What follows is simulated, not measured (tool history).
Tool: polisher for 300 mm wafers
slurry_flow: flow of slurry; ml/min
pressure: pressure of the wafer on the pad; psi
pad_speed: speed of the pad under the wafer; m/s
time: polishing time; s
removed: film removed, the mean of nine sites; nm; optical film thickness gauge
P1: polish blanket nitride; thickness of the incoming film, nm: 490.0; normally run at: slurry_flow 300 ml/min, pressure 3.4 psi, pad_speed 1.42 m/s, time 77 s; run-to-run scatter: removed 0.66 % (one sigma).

run,hour,slurry_flow,pressure,pad_speed,time,removed
1,6.2,300,3.4,1.42,77,147.420
2,15.0,300,3.4,0.74,77,87.157
3,22.4,435,3.4,1.42,77,151.850
4,27.9,300,3.4,1.42,105,201.470
5,38.8,300,3.4,1.42,77,146.180
6,44.5,180,3.4,1.42,77,136.650
7,53.4,300,1.5,1.42,77,64.631
8,59.4,300,3.4,2.10,77,199.190
9,65.5,300,2.2,2.12,77,130.480
10,72.9,300,2.0,2.16,77,121.670
11,82.7,300,3.4,1.42,77,145.870
12,90.0,300,3.4,1.42,77,147.270
13,94.7,300,3.4,1.42,77,147.130
14,101.7,425,3.4,2.02,77,198.040
15,110.6,300,5.1,1.42,77,220.070
16,120.1,300,3.4,1.42,35,66.434
17,129.9,300,3.4,1.42,77,147.160
18,140.6,300,3.4,1.42,77,143.190
19,150.4,300,3.4,1.42,77,142.550
20,158.1,300,3.4,1.42,77,140.140

Run 21 comes next. What will it give?
21,166.4,300,3.4,1.42,77,?

removed: 141.700 nm
